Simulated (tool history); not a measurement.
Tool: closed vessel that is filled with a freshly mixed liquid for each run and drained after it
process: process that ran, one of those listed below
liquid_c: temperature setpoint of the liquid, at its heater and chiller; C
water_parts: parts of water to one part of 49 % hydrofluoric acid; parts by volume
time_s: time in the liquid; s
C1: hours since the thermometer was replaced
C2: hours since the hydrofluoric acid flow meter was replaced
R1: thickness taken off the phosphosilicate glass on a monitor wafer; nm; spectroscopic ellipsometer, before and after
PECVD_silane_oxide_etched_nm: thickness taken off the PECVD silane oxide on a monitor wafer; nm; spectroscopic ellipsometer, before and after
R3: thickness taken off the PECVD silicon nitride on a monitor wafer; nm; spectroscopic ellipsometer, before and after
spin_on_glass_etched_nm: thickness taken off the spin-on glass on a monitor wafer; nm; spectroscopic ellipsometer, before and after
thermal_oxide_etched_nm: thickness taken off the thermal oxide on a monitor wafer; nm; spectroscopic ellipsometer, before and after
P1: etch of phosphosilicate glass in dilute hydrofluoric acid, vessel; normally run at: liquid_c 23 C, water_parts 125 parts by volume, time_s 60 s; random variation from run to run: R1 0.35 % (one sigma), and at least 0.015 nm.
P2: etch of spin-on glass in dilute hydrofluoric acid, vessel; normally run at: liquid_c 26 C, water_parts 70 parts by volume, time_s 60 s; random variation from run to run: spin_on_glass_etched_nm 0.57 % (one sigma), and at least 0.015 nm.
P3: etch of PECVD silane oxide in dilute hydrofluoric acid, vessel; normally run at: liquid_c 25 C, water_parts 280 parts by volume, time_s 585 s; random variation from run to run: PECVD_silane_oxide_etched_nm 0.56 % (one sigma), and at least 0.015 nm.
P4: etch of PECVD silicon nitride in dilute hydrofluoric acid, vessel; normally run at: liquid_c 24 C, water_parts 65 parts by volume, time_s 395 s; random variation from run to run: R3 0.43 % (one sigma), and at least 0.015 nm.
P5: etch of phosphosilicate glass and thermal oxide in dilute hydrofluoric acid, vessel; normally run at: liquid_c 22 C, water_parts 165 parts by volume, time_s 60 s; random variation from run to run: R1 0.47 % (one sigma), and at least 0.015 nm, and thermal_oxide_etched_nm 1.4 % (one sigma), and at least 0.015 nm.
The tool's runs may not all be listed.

run 1 day=0.254 | process=P1 liquid_c=23 water_parts=125 time_s=60 | C1=1665.2 C2=220.3 | R1=75.267
run 2 day=0.6 | process=P3 liquid_c=25 water_parts=280 time_s=585 | C1=1673.5 C2=228.6 | PECVD_silane_oxide_etched_nm=34.088
run 3 day=0.808 | process=P1 liquid_c=23 water_parts=125 time_s=60 | C1=1678.5 C2=233.6 | R1=74.557
run 4 day=1.038 | process=P3 liquid_c=25 water_parts=280 time_s=860 | C1=1684 C2=239.1 | PECVD_silane_oxide_etched_nm=50.222
run 5 day=1.329 | process=P4 liquid_c=24 water_parts=65 time_s=395 | C1=1691 C2=246.1 | R3=22.284
run 6 day=1.621 | process=P1 liquid_c=23 water_parts=125 time_s=30 | C1=1698 C2=253.1 | R1=37.218
run 7 day=1.875 | process=P3 liquid_c=32 water_parts=280 time_s=585 | C1=1704.1 C2=259.2 | PECVD_silane_oxide_etched_nm=43.176
run 8 day=2.058 | process=P1 liquid_c=17 water_parts=125 time_s=60 | C1=1708.5 C2=263.6 | R1=58.557
run 9 day=2.354 | process=P1 liquid_c=23 water_parts=125 time_s=90 | C1=1715.6 C2=270.7 | R1=111.92
run 10 day=2.696 | process=P2 liquid_c=26 water_parts=70 time_s=60 | C1=1723.8 C2=278.9 | spin_on_glass_etched_nm=40.746
run 11 day=2.9 | process=P1 liquid_c=23 water_parts=200 time_s=60 | C1=1728.7 C2=283.8 | R1=42.965
run 12 day=3.225 | process=P4 liquid_c=30.5 water_parts=65 time_s=395 | C1=1736.5 C2=291.6 | R3=34.24
run 13 day=3.458 | process=P2 liquid_c=26 water_parts=70 time_s=110 | C1=1742.1 C2=297.2 | spin_on_glass_etched_nm=75.26
run 14 day=3.708 | process=P1 liquid_c=23 water_parts=65 time_s=60 | C1=1748.1 C2=303.2 | R1=154.69
run 15 day=4.021 | process=P4 liquid_c=24 water_parts=65 time_s=695 | C1=1755.6 C2=310.7 | R3=39.415
run 16 day=4.342 | process=P1 liquid_c=23 water_parts=125 time_s=60 | C1=1763.3 C2=318.4 | R1=74.418
run 17 day=4.508 | process=P3 liquid_c=25 water_parts=65 time_s=585 | C1=1767.3 C2=322.4 | PECVD_silane_oxide_etched_nm=190.33
run 18 day=4.804 | process=P1 liquid_c=31 water_parts=125 time_s=60 | C1=1774.4 C2=329.5 | R1=101.89
run 19 day=5.15 | process=P1 liquid_c=23 water_parts=125 time_s=60 | C1=1782.7 C2=337.8 | R1=74.189
run 20 day=5.417 | process=P5 liquid_c=22 water_parts=165 time_s=30 | C1=1789.1 C2=344.2 | R1=19.984 thermal_oxide_etched_nm=0.80336
run 21 day=5.758 | process=P5 liquid_c=30 water_parts=165 time_s=60 | C1=1797.3 C2=352.4 | R1=53.774 thermal_oxide_etched_nm=2.0498
run 22 day=6.033 | process=P2 liquid_c=21.5 water_parts=70 time_s=60 | C1=1803.9 C2=359 | spin_on_glass_etched_nm=33.619

The next listed run, before its measurement:
run 23 day=6.358 | process=P1 liquid_c=23 water_parts=125 time_s=60 | C1=1811.7 C2=366.8 | R1=?

{"run 23": {"R1": 74.158}}
